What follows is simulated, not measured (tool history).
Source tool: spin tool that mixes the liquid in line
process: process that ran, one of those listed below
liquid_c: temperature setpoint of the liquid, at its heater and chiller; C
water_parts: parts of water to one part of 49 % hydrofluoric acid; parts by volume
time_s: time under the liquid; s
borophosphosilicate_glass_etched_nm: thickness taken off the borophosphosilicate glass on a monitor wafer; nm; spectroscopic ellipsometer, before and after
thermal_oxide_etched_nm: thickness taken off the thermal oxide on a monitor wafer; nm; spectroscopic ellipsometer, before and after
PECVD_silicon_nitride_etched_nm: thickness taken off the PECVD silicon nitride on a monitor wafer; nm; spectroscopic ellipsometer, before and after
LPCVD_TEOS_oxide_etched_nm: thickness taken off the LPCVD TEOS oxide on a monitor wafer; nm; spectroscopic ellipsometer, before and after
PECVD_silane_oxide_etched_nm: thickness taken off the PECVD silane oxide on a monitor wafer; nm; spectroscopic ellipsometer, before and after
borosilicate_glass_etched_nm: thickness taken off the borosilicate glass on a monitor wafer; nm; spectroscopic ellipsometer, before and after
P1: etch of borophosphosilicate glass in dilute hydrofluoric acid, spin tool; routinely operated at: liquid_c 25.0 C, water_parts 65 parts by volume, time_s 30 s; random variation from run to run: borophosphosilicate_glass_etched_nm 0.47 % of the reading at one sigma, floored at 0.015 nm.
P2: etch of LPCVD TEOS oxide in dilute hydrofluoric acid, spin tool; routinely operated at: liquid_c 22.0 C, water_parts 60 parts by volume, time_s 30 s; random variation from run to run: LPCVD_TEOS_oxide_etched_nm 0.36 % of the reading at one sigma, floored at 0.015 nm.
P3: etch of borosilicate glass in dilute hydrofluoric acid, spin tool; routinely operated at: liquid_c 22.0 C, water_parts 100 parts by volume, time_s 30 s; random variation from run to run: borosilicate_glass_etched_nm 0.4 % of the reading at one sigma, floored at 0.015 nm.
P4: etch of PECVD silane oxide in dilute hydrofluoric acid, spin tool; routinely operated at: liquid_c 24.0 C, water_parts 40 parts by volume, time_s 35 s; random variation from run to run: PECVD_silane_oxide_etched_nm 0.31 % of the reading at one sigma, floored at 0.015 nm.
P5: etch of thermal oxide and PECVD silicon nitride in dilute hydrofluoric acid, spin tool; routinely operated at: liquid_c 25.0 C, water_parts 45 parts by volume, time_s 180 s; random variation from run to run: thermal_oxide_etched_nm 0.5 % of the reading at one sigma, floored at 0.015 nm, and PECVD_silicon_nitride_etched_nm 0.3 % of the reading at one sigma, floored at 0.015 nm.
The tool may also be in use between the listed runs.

run,day,process,liquid_c,water_parts,time_s,hours since the thermometer was replaced,hours since the hydrofluoric acid flow meter was replaced,borophosphosilicate_glass_etched_nm,thermal_oxide_etched_nm,PECVD_silicon_nitride_etched_nm,LPCVD_TEOS_oxide_etched_nm,PECVD_silane_oxide_etched_nm,borosilicate_glass_etched_nm
1,0.138,P1,25.0,65,30,785.3,1037.3,19.2820,,,,,
2,0.342,P5,25.0,45,180,790.2,1042.2,,21.520,14.3960,,,
3,0.492,P1,25.0,65,30,793.8,1045.8,19.3440,,,,,
4,0.621,P1,25.0,20,30,796.9,1048.9,67.0710,,,,,
5,0.825,P2,17.0,60,30,801.8,1053.8,,,,19.073,,
6,0.962,P2,22.0,60,30,805.1,1057.1,,,,23.681,,
7,1.167,P1,25.0,65,30,810.0,1062.0,19.3450,,,,,
8,1.304,P2,22.0,60,30,813.3,1065.3,,,,23.616,,
9,1.488,P1,31.5,25,30,817.7,1069.7,69.3890,,,,,
10,1.662,P2,22.0,60,50,821.9,1073.9,,,,39.248,,
11,1.817,P4,17.0,40,35,825.6,1077.6,,,,,25.345,
12,1.921,P1,17.5,65,30,828.1,1080.1,14.0910,,,,,
13,2.071,P3,22.0,150,30,831.7,1083.7,,,,,,6.6358
14,2.200,P4,24.0,40,15,834.8,1086.8,,,,,14.721,
15,2.308,P1,19.5,65,15,837.4,1089.4,7.6885,,,,,
16,2.438,P4,24.0,25,35,840.5,1092.5,,,,,56.196,
17,2.633,P5,20.0,45,180,845.2,1097.2,,17.461,10.2560,,,
18,2.817,P3,22.0,100,15,849.6,1101.6,,,,,,5.2986
19,2.929,P3,22.0,100,30,852.3,1104.3,,,,,,10.3990
20,3.138,P2,22.0,20,30,857.3,1109.3,,,,74.701,,
21,3.246,P4,24.0,40,35,859.9,1111.9,,,,,34.321,
22,3.425,P1,33.0,65,30,864.2,1116.2,26.4900,,,,,
23,3.596,P1,25.0,65,30,868.3,1120.3,19.1060,,,,,
24,3.725,P1,25.0,65,30,871.4,1123.4,19.4300,,,,,
25,3.842,P1,25.0,115,30,874.2,1126.2,10.2290,,,,,
26,3.946,P1,25.0,65,15,876.7,1128.7,9.6395,,,,,
27,4.062,P1,25.0,65,45,879.5,1131.5,29.0030,,,,,
28,4.175,P1,25.0,65,30,882.2,1134.2,19.4790,,,,,
29,4.346,P1,30.5,65,15,886.3,1138.3,12.0650,,,,,
30,4.517,P5,25.0,45,290,890.4,1142.4,,34.930,23.3300,,,
31,4.729,P3,22.0,100,30,895.5,1147.5,,,,,,10.5480
32,4.833,P5,25.0,75,180,898.0,1150.0,,12.402,8.7397,,,
33,4.988,P3,30.0,100,30,901.7,1153.7,,,,,,14.4370
34,5.092,P1,25.0,65,30,904.2,1156.2,19.3060,,,,,
35,5.250,P1,25.0,65,30,908.0,1160.0,19.7140,,,,,
36,5.379,P1,25.0,65,30,911.1,1163.1,20.1770,,,,,
37,5.500,P1,25.0,65,30,914.0,1166.0,20.4020,,,,,
38,5.608,P1,25.0,65,30,916.6,1168.6,20.4180,,,,,
39,5.762,P1,25.0,65,30,920.3,1172.3,20.5540,,,,,
40,5.921,P1,25.0,65,30,924.1,1176.1,20.9720,,,,,
41,6.071,P1,25.0,65,30,927.7,1179.7,20.8890,,,,,
42,6.246,P1,25.0,65,30,931.9,1183.9,20.9170,,,,,
43,6.367,P1,25.0,65,30,934.8,1186.8,20.8890,,,,,
44,6.504,P1,25.0,65,30,938.1,1190.1,20.7770,,,,,
45,6.708,P1,25.0,65,30,943.0,1195.0,20.8660,,,,,

What P1 gives has crept away from where it was. These 2 causes fit the log equally well, each at the size given:
A: hydrofluoric acid flow above the setpoint (%) = 7.48
B: liquid hotter than its thermometer reads (K) = 1.96
Creep in the process output first set in at about day 5.092.

4 check runs are offered, one wafer each, their results left as question marks. Which one tells the causes apart?
check 1,6.912,P4,24.0,40,35,,,,,,,?,
check 2,6.912,P5,25.0,45,180,,,,?,?,,,
check 3,6.912,P3,22.0,100,30,,,,,,,,?
check 4,6.912,P2,22.0,60,30,,,,,,?,,

Expected result of each check under each candidate cause:
check,result,if A,if B
check 1,PECVD_silane_oxide_etched_nm,36.970,37.154
check 2,thermal_oxide_etched_nm,23.221,23.299
check 2,PECVD_silicon_nitride_etched_nm,15.4880,16.4480
check 3,borosilicate_glass_etched_nm,11.3970,11.3750
check 4,LPCVD_TEOS_oxide_etched_nm,25.515,25.598
Smallest distance between any two causes, each pair judged by its most separating result, in per cent: check 1 0.49 %; check 2 6.01 %; check 3 0.2 %; check 4 0.33 %
Check 2 tells the causes apart: in the others they would give nearly the same result.

Check 2 was carried out, with these results: thermal_oxide_etched_nm 23.270 nm; PECVD_silicon_nitride_etched_nm 15.5050 nm. Which of the listed causes is responsible?

The correct cause is A, namely: hydrofluoric acid flow above the setpoint (%).
